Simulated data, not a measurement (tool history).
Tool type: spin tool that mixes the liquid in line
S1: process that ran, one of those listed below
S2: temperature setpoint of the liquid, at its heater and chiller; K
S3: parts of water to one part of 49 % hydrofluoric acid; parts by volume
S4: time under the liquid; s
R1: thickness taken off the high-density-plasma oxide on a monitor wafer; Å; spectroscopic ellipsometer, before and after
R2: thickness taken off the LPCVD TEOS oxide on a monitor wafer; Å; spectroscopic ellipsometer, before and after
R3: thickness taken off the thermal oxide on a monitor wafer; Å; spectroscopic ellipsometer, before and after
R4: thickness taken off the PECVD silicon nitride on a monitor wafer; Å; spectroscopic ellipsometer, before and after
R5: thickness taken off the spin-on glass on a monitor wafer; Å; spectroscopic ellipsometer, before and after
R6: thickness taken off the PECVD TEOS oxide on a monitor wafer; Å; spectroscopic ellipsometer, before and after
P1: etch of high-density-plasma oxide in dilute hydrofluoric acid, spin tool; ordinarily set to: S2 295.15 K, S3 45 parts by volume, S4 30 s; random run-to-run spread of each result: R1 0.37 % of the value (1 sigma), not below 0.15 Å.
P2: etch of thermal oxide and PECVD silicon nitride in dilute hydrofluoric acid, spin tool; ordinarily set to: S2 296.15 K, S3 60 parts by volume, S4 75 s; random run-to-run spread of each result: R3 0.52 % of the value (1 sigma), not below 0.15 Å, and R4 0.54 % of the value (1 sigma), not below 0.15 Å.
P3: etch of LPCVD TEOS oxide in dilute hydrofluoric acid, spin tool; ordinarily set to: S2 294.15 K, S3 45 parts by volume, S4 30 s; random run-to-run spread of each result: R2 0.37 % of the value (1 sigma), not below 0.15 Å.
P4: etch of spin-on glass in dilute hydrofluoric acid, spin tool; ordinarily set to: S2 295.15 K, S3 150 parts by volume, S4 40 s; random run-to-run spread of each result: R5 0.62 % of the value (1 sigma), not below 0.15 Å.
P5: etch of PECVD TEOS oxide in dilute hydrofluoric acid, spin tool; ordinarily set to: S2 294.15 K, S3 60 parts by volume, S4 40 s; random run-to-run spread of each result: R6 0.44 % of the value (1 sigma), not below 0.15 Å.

run,hour,S1,S2,S3,S4,R1,R2,R3,R4,R5,R6
1,15.8,P1,295.15,45,30,76.339,,,,,
2,26.6,P1,295.15,45,30,76.438,,,,,
3,44.6,P3,294.15,80,30,,77.609,,,,
4,61.4,P1,295.15,25,15,70.673,,,,,
5,72.1,P2,296.15,90,75,,,39.528,32.642,,
6,89.9,P1,295.15,70,30,47.672,,,,,
7,103.3,P1,295.15,70,15,23.694,,,,,
8,120.1,P3,294.15,45,15,,72.173,,,,
9,137.5,P1,295.15,45,30,76.681,,,,,
10,151.9,P3,294.15,45,30,,144.93,,,,
11,166.8,P2,303.65,60,75,,,83.901,80.023,,
12,176.4,P3,290.15,45,30,,120.8,,,,
13,186,P1,295.15,45,55,139.17,,,,,
14,203.4,P4,295.15,150,40,,,,,51.561,
15,215.8,P4,295.15,150,60,,,,,77.488,
16,231,P1,298.65,45,30,88.902,,,,,
17,246.1,P1,295.15,45,15,38.216,,,,,
18,261.3,P1,290.15,45,30,62.012,,,,,
19,274.2,P4,301.65,150,40,,,,,64.873,
20,286.9,P5,294.15,60,40,,,,,,146.43
21,295.9,P3,294.15,45,30,,144.78,,,,
# hour 306.9: hydrofluoric acid flow meter replaced
22,311.2,P5,294.15,90,40,,,,,,94.982
23,323.6,P4,295.15,150,40,,,,,51.415,
24,336.1,P5,290.15,60,40,,,,,,125.4
25,353,P1,295.15,30,30,116.42,,,,,
26,370.5,P1,295.15,25,15,70.56,,,,,
27,388,P5,294.15,60,20,,,,,,73.98
28,396.2,P4,295.15,35,40,,,,,251.89,
29,407.2,P2,296.15,60,75,,,61.281,49.149,,
30,423.6,P2,296.15,60,130,,,107.51,85.297,,
31,440.6,P1,295.15,45,30,76.796,,,,,
32,450.7,P1,295.15,45,30,76.149,,,,,
33,467.2,P1,295.15,45,30,80.056,,,,,
34,476,P1,295.15,45,30,81.628,,,,,
35,491.1,P1,295.15,45,30,82.149,,,,,
36,501.1,P1,295.15,45,30,82.265,,,,,
37,516.9,P1,295.15,45,30,83.238,,,,,
38,532.2,P1,295.15,45,30,83.758,,,,,
39,545.2,P1,295.15,45,30,83.463,,,,,

P1 no longer gives what it gave before; its output has crept away from where it was. The following 2 causes, each at its listed size, fit the log equally well:
A: hydrofluoric acid flow above the setpoint (%) = 8.63
B: liquid hotter than its thermometer reads (K) = 2.1
The gradual shift began around hour 450.7.

Question marks stand in for the results of the 4 check runs listed below, each run on one wafer. Under which run would the listed causes show clearly different results?
check 1,558.2,P2,303.15,60,120,,,?,?,,
check 2,558.2,P5,291.15,60,40,,,,,,?
check 3,558.2,P3,290.15,45,15,,?,,,,
check 4,558.2,P4,298.15,35,40,,,,,?,

Predicted outcomes, by check and by cause:
check,result,if A,if B
check 1,R3,142.77,141.47
check 1,R4,134.41,141.5
check 2,R6,142.13,142.28
check 3,R2,66.472,66.753
check 4,R5,312.3,312.16
Per check, the gap between the least separated pair of causes, taken in the result that splits them most: check 1 5.13 %; check 2 0.1 %; check 3 0.42 %; check 4 0.04 %
Check 1 is the one run that separates the causes; every other check would come out nearly the same whichever cause is at work.

Check 1 was then run and gave: R3 143.61 Å; R4 133.33 Å. Which cause is it?

The correct cause is A, namely: hydrofluoric acid flow above the setpoint (%).
